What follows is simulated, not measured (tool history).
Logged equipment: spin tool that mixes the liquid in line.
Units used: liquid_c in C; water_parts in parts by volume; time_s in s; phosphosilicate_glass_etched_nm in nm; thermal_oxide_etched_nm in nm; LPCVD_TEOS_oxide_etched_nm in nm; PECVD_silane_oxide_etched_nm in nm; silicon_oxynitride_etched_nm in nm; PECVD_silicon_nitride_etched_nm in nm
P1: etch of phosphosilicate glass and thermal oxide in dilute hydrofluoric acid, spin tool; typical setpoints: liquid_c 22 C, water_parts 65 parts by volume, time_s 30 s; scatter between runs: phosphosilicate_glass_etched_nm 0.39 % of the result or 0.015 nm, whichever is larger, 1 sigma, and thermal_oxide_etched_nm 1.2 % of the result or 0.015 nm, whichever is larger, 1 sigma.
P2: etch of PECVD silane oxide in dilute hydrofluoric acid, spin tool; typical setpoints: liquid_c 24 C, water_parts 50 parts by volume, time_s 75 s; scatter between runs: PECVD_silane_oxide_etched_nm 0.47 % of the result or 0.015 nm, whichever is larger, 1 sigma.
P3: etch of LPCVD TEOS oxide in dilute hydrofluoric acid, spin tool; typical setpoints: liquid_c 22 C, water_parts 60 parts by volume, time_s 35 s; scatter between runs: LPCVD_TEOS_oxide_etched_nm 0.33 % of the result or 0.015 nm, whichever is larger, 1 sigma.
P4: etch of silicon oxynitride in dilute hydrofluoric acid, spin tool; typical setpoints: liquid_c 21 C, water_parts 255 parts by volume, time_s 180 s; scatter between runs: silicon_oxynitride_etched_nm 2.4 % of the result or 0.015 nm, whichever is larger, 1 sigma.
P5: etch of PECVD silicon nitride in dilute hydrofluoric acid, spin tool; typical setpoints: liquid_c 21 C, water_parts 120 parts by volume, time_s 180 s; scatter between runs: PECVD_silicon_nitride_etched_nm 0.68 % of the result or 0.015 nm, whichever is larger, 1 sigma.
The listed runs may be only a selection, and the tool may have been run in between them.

run	hour	process	liquid_c	water_parts	time_s	hours since the thermometer was replaced	hours since the hydrofluoric acid flow meter was replaced	phosphosilicate_glass_etched_nm	thermal_oxide_etched_nm	LPCVD_TEOS_oxide_etched_nm	PECVD_silane_oxide_etched_nm	silicon_oxynitride_etched_nm	PECVD_silicon_nitride_etched_nm
1	7.4	P1	22	65	30	386.6	1291.7	39.252	2.0696				
2	21.1	P3	18	60	35	400.3	1305.4			26.613			
3	36.4	P1	22	115	30	415.6	1320.7	20.855	1.1302				
4	51.2	P2	24	85	75	430.4	1335.5				23.092		
5	61.9	P1	22	65	30	441.1	1346.2	39.188	2.0727				
6	70.1	P4	21	255	180	449.3	1354.4					0.95999	
7	86.5	P5	21	120	180	465.7	1370.8						3.4528
8	97.7	P1	17	90	30	476.9	1382	22.189	1.2012				
9	113.8	P2	24	50	75	493	1398.1				41.163		
10	126.6	P1	22	65	30	505.8	1410.9	38.843	2.035				
11	137	P3	22	60	35	516.2	1421.3			31.613			
12	148.6	P1	22	65	65	527.8	1432.9	84.494	4.5921				
13	162.9	P2	24	50	75	542.1	1447.2				41.01		
14	171.8	P1	22	65	30	551	1456.1	39.439	2.0756				
15	187.8	P5	21	40	180	567	1472.1						10.168
16	199.8	P4	21	255	265	579	1484.1					1.3305	
17	207.8	P4	21	470	180	587	1492.1					0.41997	
18	221	P1	22	35	30	600.2	1505.3	75.867	4.0222				
19	232.9	P3	22	60	70	612.1	1517.2			63.211			
20	243.9	P1	22	65	15	623.1	1528.2	19.614	1.0352				
21	255.5	P4	21	255	180	634.7	1539.8					0.95819	
22	270.6	P5	21	120	180	649.8	1554.9						3.4059
23	282	P1	22	65	30	661.2	1566.3	39.069	2.0642				
24	291	P5	25.5	120	180	670.2	1575.3						4.6195
25	301.2	P5	21	120	15	680.4	1585.5						0.29518
26	311.5	P2	30.5	50	75	690.7	1595.8				53.461		
27	328.6	P1	22	35	55	707.8	1612.9	137.25	7.2606				
28	338.9	P1	28	65	30	718.1	1623.2	50.107	2.5958				
# hour 339.8: hydrofluoric acid flow meter replaced
29	353.6	P3	22	30	35	732.8	13.8			65.507			
30	361.7	P2	24	50	30	740.9	21.9				16.508		
31	369.1	P1	17	65	30	748.3	29.3	31.801	1.6832				
32	379.2	P1	27.5	25	30	758.4	39.4	135.1	7.154				
33	391.2	P4	28	255	180	770.4	51.4					1.2559	
34	402.3	P1	22	65	30	781.5	62.5	39.482	2.0734				
35	417.2	P1	22	65	30	796.4	77.4	37.451	1.9895				
36	432.3	P1	22	65	30	811.5	92.5	36.849	1.9233				
37	448.9	P1	22	65	30	828.1	109.1	36.036	1.9734				
38	456.3	P1	22	65	30	835.5	116.5	36.073	1.8818				
39	471.8	P1	22	65	30	851	132	36.053	1.9239				
40	481.5	P1	22	65	30	860.7	141.7	35.76	1.879				
41	489.4	P1	22	65	30	868.6	149.6	35.926	1.9387				

What P1 gives has crept off from where it sat before. The 2 causes that follow fit the log equally well, each at the size noted:
A: hydrofluoric acid flow below the setpoint (%) = 7.78
B: liquid colder than its thermometer reads (K) = 2.11
The drift started at roughly hour 402.3.

Which of the 4 check runs listed below separates the causes, so that each cause would produce a clearly different result? Each run uses one wafer, and its results are marked with question marks.
check 1	497.3	P3	22	60	35					?			
check 2	497.3	P5	21	120	180								?
check 3	497.3	P4	21	255	180							?	
check 4	497.3	P2	24	50	75						?		

How each check would come out, cause by cause:
check	result	if A	if B
check 1	LPCVD_TEOS_oxide_etched_nm	28.906	28.875
check 2	PECVD_silicon_nitride_etched_nm	3.1833	2.9878
check 3	silicon_oxynitride_etched_nm	0.85933	0.85861
check 4	PECVD_silane_oxide_etched_nm	37.801	37.765
Separation of the two closest causes in each check, using whichever result separates them best: check 1 0.11 %; check 2 6.34 %; check 3 0.08 %; check 4 0.1 %
Check 2 distinguishes between the causes, while the remaining checks would return nearly the same result for all of them.

Here is what check 2 returned: PECVD_silicon_nitride_etched_nm 3.1729 nm. Which cause is it?

It was cause A: hydrofluoric acid flow below the setpoint (%).

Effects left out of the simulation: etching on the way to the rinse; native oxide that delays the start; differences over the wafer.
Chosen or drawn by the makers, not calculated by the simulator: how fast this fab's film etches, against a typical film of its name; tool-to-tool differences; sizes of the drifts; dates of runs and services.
